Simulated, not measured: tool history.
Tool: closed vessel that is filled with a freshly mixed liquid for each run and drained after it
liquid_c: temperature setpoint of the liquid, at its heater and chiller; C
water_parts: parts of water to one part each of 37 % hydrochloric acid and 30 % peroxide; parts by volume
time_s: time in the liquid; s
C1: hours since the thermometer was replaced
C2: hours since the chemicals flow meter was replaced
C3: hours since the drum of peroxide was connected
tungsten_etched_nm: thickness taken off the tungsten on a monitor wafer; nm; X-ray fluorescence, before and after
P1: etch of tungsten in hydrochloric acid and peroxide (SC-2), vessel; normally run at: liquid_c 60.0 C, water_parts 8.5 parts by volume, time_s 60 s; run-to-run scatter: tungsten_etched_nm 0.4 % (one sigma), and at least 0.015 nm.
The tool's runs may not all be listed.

run 1 day=0.762 | liquid_c=60.0 water_parts=8.5 time_s=60 | C1=1654.9 C2=336.4 C3=1018.1 | tungsten_etched_nm=45.970
run 2 day=1.321 | liquid_c=60.0 water_parts=4.0 time_s=60 | C1=1668.3 C2=349.8 C3=1031.5 | tungsten_etched_nm=80.903
-- day=1.433 chemicals flow meter replaced
-- day=1.517 new drum of peroxide connected
run 3 day=2.042 | liquid_c=69.0 water_parts=8.5 time_s=60 | C1=1685.6 C2=14.6 C3=12.6 | tungsten_etched_nm=79.468
run 4 day=2.733 | liquid_c=60.0 water_parts=12.0 time_s=60 | C1=1702.2 C2=31.2 C3=29.2 | tungsten_etched_nm=34.488
run 5 day=3.096 | liquid_c=60.0 water_parts=8.5 time_s=60 | C1=1710.9 C2=39.9 C3=37.9 | tungsten_etched_nm=46.012
run 6 day=3.608 | liquid_c=60.0 water_parts=8.5 time_s=60 | C1=1723.2 C2=52.2 C3=50.2 | tungsten_etched_nm=46.139
run 7 day=4.167 | liquid_c=60.0 water_parts=8.5 time_s=30 | C1=1736.6 C2=65.6 C3=63.6 | tungsten_etched_nm=23.039
run 8 day=4.838 | liquid_c=72.0 water_parts=5.5 time_s=60 | C1=1752.7 C2=81.7 C3=79.7 | tungsten_etched_nm=133.010
run 9 day=5.188 | liquid_c=60.0 water_parts=8.5 time_s=60 | C1=1761.1 C2=90.1 C3=88.1 | tungsten_etched_nm=46.213
run 10 day=5.721 | liquid_c=60.0 water_parts=8.5 time_s=60 | C1=1773.9 C2=102.9 C3=100.9 | tungsten_etched_nm=45.961
run 11 day=6.508 | liquid_c=50.5 water_parts=4.5 time_s=60 | C1=1792.8 C2=121.8 C3=119.8 | tungsten_etched_nm=40.611
run 12 day=7.046 | liquid_c=60.0 water_parts=8.5 time_s=115 | C1=1805.7 C2=134.7 C3=132.7 | tungsten_etched_nm=87.489
run 13 day=7.446 | liquid_c=60.0 water_parts=8.5 time_s=60 | C1=1815.3 C2=144.3 C3=142.3 | tungsten_etched_nm=45.772
run 14 day=8.004 | liquid_c=45.0 water_parts=8.5 time_s=60 | C1=1828.7 C2=157.7 C3=155.7 | tungsten_etched_nm=17.277
run 15 day=8.746 | liquid_c=60.0 water_parts=8.5 time_s=60 | C1=1846.5 C2=175.5 C3=173.5 | tungsten_etched_nm=45.991

The next listed run, before its measurement:
run 16 day=9.271 | liquid_c=60.0 water_parts=8.5 time_s=60 | C1=1859.1 C2=188.1 C3=186.1 | tungsten_etched_nm=?

tungsten_etched_nm: 47.411 nm
